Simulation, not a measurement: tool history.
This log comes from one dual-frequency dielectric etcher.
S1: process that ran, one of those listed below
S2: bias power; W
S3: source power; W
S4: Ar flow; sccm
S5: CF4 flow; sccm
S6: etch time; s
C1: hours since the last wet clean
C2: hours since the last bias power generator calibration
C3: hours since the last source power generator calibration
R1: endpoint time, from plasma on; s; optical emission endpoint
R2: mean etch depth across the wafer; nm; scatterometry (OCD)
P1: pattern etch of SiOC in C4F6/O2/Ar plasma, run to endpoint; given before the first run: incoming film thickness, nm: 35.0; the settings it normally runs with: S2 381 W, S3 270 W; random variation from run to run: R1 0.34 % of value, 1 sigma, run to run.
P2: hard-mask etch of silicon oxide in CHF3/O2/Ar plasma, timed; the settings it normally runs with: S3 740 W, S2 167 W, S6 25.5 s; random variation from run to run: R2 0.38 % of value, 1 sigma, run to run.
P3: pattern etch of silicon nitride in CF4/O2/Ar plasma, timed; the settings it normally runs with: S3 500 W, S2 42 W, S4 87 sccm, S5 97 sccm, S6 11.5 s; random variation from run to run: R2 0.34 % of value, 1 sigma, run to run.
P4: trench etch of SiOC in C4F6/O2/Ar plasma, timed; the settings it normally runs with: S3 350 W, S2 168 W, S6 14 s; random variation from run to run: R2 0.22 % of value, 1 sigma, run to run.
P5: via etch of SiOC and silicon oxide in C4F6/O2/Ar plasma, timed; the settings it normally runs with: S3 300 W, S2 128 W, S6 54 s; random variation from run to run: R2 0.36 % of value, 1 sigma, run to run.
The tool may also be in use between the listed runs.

{"run": 1, "hour": 12.0, "S1": "P1", "S2": 381, "S3": 270, "C1": 168.2, "C2": 544.2, "C3": 2821.7, "R1": 14.388}
{"run": 2, "hour": 22.2, "S1": "P3", "S2": 42, "S3": 500, "S4": 87, "S5": 97, "S6": 11.5, "C1": 178.4, "C2": 554.4, "C3": 2831.9, "R2": 20.921}
{"run": 3, "hour": 31.1, "S1": "P3", "S2": 42, "S3": 500, "S4": 87, "S5": 120, "S6": 11.5, "C1": 187.3, "C2": 563.3, "C3": 2840.8, "R2": 21.568}
{"run": 4, "hour": 38.8, "S1": "P3", "S2": 26, "S3": 500, "S4": 87, "S5": 97, "S6": 11.5, "C1": 195, "C2": 571, "C3": 2848.5, "R2": 17.936}
{"run": 5, "hour": 49.5, "S1": "P2", "S2": 167, "S3": 740, "S6": 25.5, "C1": 205.7, "C2": 581.7, "C3": 2859.2, "R2": 52.736}
{"run": 6, "hour": 56.4, "S1": "P1", "S2": 381, "S3": 320, "C1": 212.6, "C2": 588.6, "C3": 2866.1, "R1": 13.538}
{"run": 7, "hour": 66.5, "S1": "P5", "S2": 128, "S3": 300, "S6": 54, "C1": 222.7, "C2": 598.7, "C3": 2876.2, "R2": 50.742}
{"run": 8, "hour": 80.6, "S1": "P2", "S2": 167, "S3": 740, "S6": 35, "C1": 236.8, "C2": 612.8, "C3": 2890.3, "R2": 72.089}
{"run": 9, "hour": 89.7, "S1": "P3", "S2": 42, "S3": 660, "S4": 87, "S5": 97, "S6": 11.5, "C1": 245.9, "C2": 621.9, "C3": 2899.4, "R2": 26.657}
{"run": 10, "hour": 101.3, "S1": "P2", "S2": 167, "S3": 890, "S6": 25.5, "C1": 257.5, "C2": 633.5, "C3": 2911, "R2": 56.336}
{"run": 11, "hour": 108.2, "S1": "P3", "S2": 42, "S3": 500, "S4": 58, "S5": 97, "S6": 11.5, "C1": 264.4, "C2": 640.4, "C3": 2917.9, "R2": 21.895}
{"run": 12, "hour": 117.6, "S1": "P5", "S2": 102, "S3": 300, "S6": 54, "C1": 273.8, "C2": 649.8, "C3": 2927.3, "R2": 47.343}
{"run": 13, "hour": 127.6, "S1": "P1", "S2": 381, "S3": 180, "C1": 283.8, "C2": 659.8, "C3": 2937.3, "R1": 16.812}
{"run": 14, "hour": 140.4, "S1": "P4", "S2": 168, "S3": 350, "S6": 18, "C1": 296.6, "C2": 672.6, "C3": 2950.1, "R2": 33.793}
{"run": 15, "hour": 154.6, "S1": "P1", "S2": 381, "S3": 270, "C1": 310.8, "C2": 686.8, "C3": 2964.3, "R1": 14.5}
{"run": 16, "hour": 166.7, "S1": "P3", "S2": 42, "S3": 500, "S4": 87, "S5": 97, "S6": 14.5, "C1": 322.9, "C2": 698.9, "C3": 2976.4, "R2": 26.378}
{"run": 17, "hour": 175.2, "S1": "P1", "S2": 381, "S3": 270, "C1": 331.4, "C2": 707.4, "C3": 2984.9, "R1": 14.369}
{"run": 18, "hour": 186.4, "S1": "P1", "S2": 303, "S3": 270, "C1": 342.6, "C2": 718.6, "C3": 2996.1, "R1": 15.681}
{"run": 19, "hour": 198.3, "S1": "P4", "S2": 131, "S3": 350, "S6": 14, "C1": 354.5, "C2": 730.5, "C3": 3008, "R2": 24.351}
{"run": 20, "hour": 205.0, "S1": "P1", "S2": 486, "S3": 180, "C1": 361.2, "C2": 737.2, "C3": 3014.7, "R1": 15.293}
{"run": 21, "hour": 214.4, "S1": "P5", "S2": 128, "S3": 300, "S6": 76, "C1": 370.6, "C2": 746.6, "C3": 3024.1, "R2": 71.034}
{"run": 22, "hour": 226.0, "S1": "P4", "S2": 168, "S3": 210, "S6": 14, "C1": 382.2, "C2": 758.2, "C3": 3035.7, "R2": 21.568}
{"run": 23, "hour": 232.5, "S1": "P2", "S2": 167, "S3": 740, "S6": 25.5, "C1": 388.7, "C2": 764.7, "C3": 3042.2, "R2": 52.588}
{"run": 24, "hour": 238.9, "S1": "P3", "S2": 42, "S3": 500, "S4": 87, "S5": 97, "S6": 11.5, "C1": 395.1, "C2": 771.1, "C3": 3048.6, "R2": 20.949}
{"hour": 245.1, "done": "wet clean of the chamber"}
{"run": 25, "hour": 245.7, "S1": "P1", "S2": 305, "S3": 200, "C1": 0.7, "C2": 777.9, "C3": 3055.4, "R1": 17.498}
{"run": 26, "hour": 257.4, "S1": "P1", "S2": 462, "S3": 350, "C1": 12.4, "C2": 789.6, "C3": 3067.1, "R1": 12.233}
{"run": 27, "hour": 269.5, "S1": "P1", "S2": 528, "S3": 270, "C1": 24.5, "C2": 801.7, "C3": 3079.2, "R1": 12.692}
{"run": 28, "hour": 282.8, "S1": "P5", "S2": 128, "S3": 230, "S6": 54, "C1": 37.8, "C2": 815, "C3": 3092.5, "R2": 45.852}
{"run": 29, "hour": 294.6, "S1": "P5", "S2": 128, "S3": 300, "S6": 54, "C1": 49.6, "C2": 826.8, "C3": 3104.3, "R2": 50.744}
{"run": 30, "hour": 309.0, "S1": "P4", "S2": 168, "S3": 350, "S6": 14, "C1": 64, "C2": 841.2, "C3": 3118.7, "R2": 26.233}
{"run": 31, "hour": 322.3, "S1": "P4", "S2": 168, "S3": 350, "S6": 14, "C1": 77.3, "C2": 854.5, "C3": 3132, "R2": 26.248}
{"run": 32, "hour": 329.5, "S1": "P2", "S2": 115, "S3": 740, "S6": 25.5, "C1": 84.5, "C2": 861.7, "C3": 3139.2, "R2": 46.626}
{"run": 33, "hour": 343.6, "S1": "P1", "S2": 381, "S3": 270, "C1": 98.6, "C2": 875.8, "C3": 3153.3, "R1": 14.391}
{"run": 34, "hour": 354.8, "S1": "P1", "S2": 381, "S3": 270, "C1": 109.8, "C2": 887, "C3": 3164.5, "R1": 14.433}
{"run": 35, "hour": 368.1, "S1": "P1", "S2": 381, "S3": 270, "C1": 123.1, "C2": 900.3, "C3": 3177.8, "R1": 14.495}
{"run": 36, "hour": 379.5, "S1": "P1", "S2": 381, "S3": 270, "C1": 134.5, "C2": 911.7, "C3": 3189.2, "R1": 14.591}
{"run": 37, "hour": 393.1, "S1": "P1", "S2": 381, "S3": 270, "C1": 148.1, "C2": 925.3, "C3": 3202.8, "R1": 14.674}
{"hour": 399.5, "done": "wet clean of the chamber"}
{"run": 38, "hour": 399.5, "S1": "P1", "S2": 381, "S3": 270, "C1": 0, "C2": 931.7, "C3": 3209.2, "R1": 14.699}
{"run": 39, "hour": 408.3, "S1": "P1", "S2": 381, "S3": 270, "C1": 8.8, "C2": 940.5, "C3": 3218, "R1": 14.597}
{"run": 40, "hour": 415.5, "S1": "P1", "S2": 381, "S3": 270, "C1": 16, "C2": 947.7, "C3": 3225.2, "R1": 14.649}
{"run": 41, "hour": 428.4, "S1": "P1", "S2": 381, "S3": 270, "C1": 28.9, "C2": 960.6, "C3": 3238.1, "R1": 14.634}
{"run": 42, "hour": 439.6, "S1": "P1", "S2": 381, "S3": 270, "C1": 40.1, "C2": 971.8, "C3": 3249.3, "R1": 14.666}
{"run": 43, "hour": 447.6, "S1": "P1", "S2": 381, "S3": 270, "C1": 48.1, "C2": 979.8, "C3": 3257.3, "R1": 14.616}

Run 44 has not been measured yet. What should we expect?
{"run": 44, "hour": 461.2, "S1": "P1", "S2": 381, "S3": 270, "C1": 61.7, "C2": 993.4, "C3": 3270.9, "R1": "?"}

Run 44 measured R1 14.62 s.
